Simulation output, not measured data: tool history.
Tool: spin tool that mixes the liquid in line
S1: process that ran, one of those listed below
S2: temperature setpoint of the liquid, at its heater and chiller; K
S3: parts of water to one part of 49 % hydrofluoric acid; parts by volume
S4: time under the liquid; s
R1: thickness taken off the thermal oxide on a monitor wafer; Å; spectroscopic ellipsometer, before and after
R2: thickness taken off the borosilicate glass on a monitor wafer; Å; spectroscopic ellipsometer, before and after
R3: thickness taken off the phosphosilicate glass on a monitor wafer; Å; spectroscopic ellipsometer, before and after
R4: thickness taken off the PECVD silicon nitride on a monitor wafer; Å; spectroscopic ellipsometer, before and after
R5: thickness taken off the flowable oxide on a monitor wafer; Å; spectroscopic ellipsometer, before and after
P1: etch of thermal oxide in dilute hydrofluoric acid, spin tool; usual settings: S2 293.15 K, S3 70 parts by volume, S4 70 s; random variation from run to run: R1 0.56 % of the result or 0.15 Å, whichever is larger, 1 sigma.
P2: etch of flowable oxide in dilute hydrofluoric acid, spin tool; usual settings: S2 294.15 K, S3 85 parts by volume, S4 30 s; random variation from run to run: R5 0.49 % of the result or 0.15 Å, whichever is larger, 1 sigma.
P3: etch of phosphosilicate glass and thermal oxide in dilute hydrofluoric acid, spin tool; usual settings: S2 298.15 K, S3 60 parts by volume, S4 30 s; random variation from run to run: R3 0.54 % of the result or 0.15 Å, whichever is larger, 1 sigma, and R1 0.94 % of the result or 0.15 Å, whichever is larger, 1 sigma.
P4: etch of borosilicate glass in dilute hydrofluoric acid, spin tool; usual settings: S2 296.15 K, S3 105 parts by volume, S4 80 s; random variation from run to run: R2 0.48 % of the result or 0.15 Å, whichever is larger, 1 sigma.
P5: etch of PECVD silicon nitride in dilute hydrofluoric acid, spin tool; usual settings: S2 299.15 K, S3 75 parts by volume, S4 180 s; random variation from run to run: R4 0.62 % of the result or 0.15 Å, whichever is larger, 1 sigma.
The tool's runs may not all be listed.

run,day,S1,S2,S3,S4,R1,R2,R3,R4,R5
1,0.333,P1,293.15,70,70,41.1480,,,,
2,0.933,P1,293.15,40,70,74.6860,,,,
3,1.279,P1,293.15,70,15,8.7883,,,,
4,1.733,P1,293.15,70,70,40.7440,,,,
5,2.312,P1,293.15,95,115,48.0080,,,,
6,2.788,P4,296.15,175,80,,142.23,,,
7,3.133,P4,303.15,105,80,,335.29,,,
8,3.504,P3,298.15,60,30,25.8140,,323.16,,
9,4.050,P1,293.15,70,70,41.3470,,,,
10,4.462,P1,293.15,105,70,26.6680,,,,
11,4.862,P5,304.65,75,180,,,,66.645,
12,5.208,P2,294.15,145,30,,,,,79.561
13,5.521,P5,299.15,120,180,,,,29.765,
14,6.038,P3,302.15,60,30,30.8910,,379.41,,
15,6.412,P3,298.15,60,45,39.9830,,492.10,,
16,6.871,P1,293.15,70,70,41.3770,,,,
17,7.404,P1,293.15,70,70,41.3400,,,,
18,7.992,P4,296.15,105,80,,258.15,,,
19,8.396,P5,299.15,75,320,,,,83.817,
20,8.746,P5,299.15,75,180,,,,47.597,
21,9.142,P1,297.15,70,70,48.3380,,,,
22,9.671,P4,296.15,105,120,,384.31,,,
23,9.942,P1,293.15,70,125,73.1070,,,,
24,10.333,P3,298.15,30,30,55.0140,,679.43,,
25,10.908,P5,299.15,75,180,,,,47.578,
26,11.425,P1,293.15,70,70,41.2940,,,,
27,11.992,P4,296.15,105,80,,256.45,,,
28,12.533,P1,293.15,70,70,40.7410,,,,
29,12.950,P1,290.15,70,70,36.0180,,,,
30,13.479,P2,300.15,85,30,,,,,182.970
31,13.842,P2,294.15,85,30,,,,,143.840
32,14.442,P2,294.15,85,15,,,,,72.365
33,14.812,P1,293.15,70,70,41.0960,,,,
34,15.321,P1,293.15,70,70,39.2610,,,,

The next listed run, before its measurement:
35,15.796,P1,293.15,70,70,?,,,,

Run 35 gave R1 38.5560 Å.
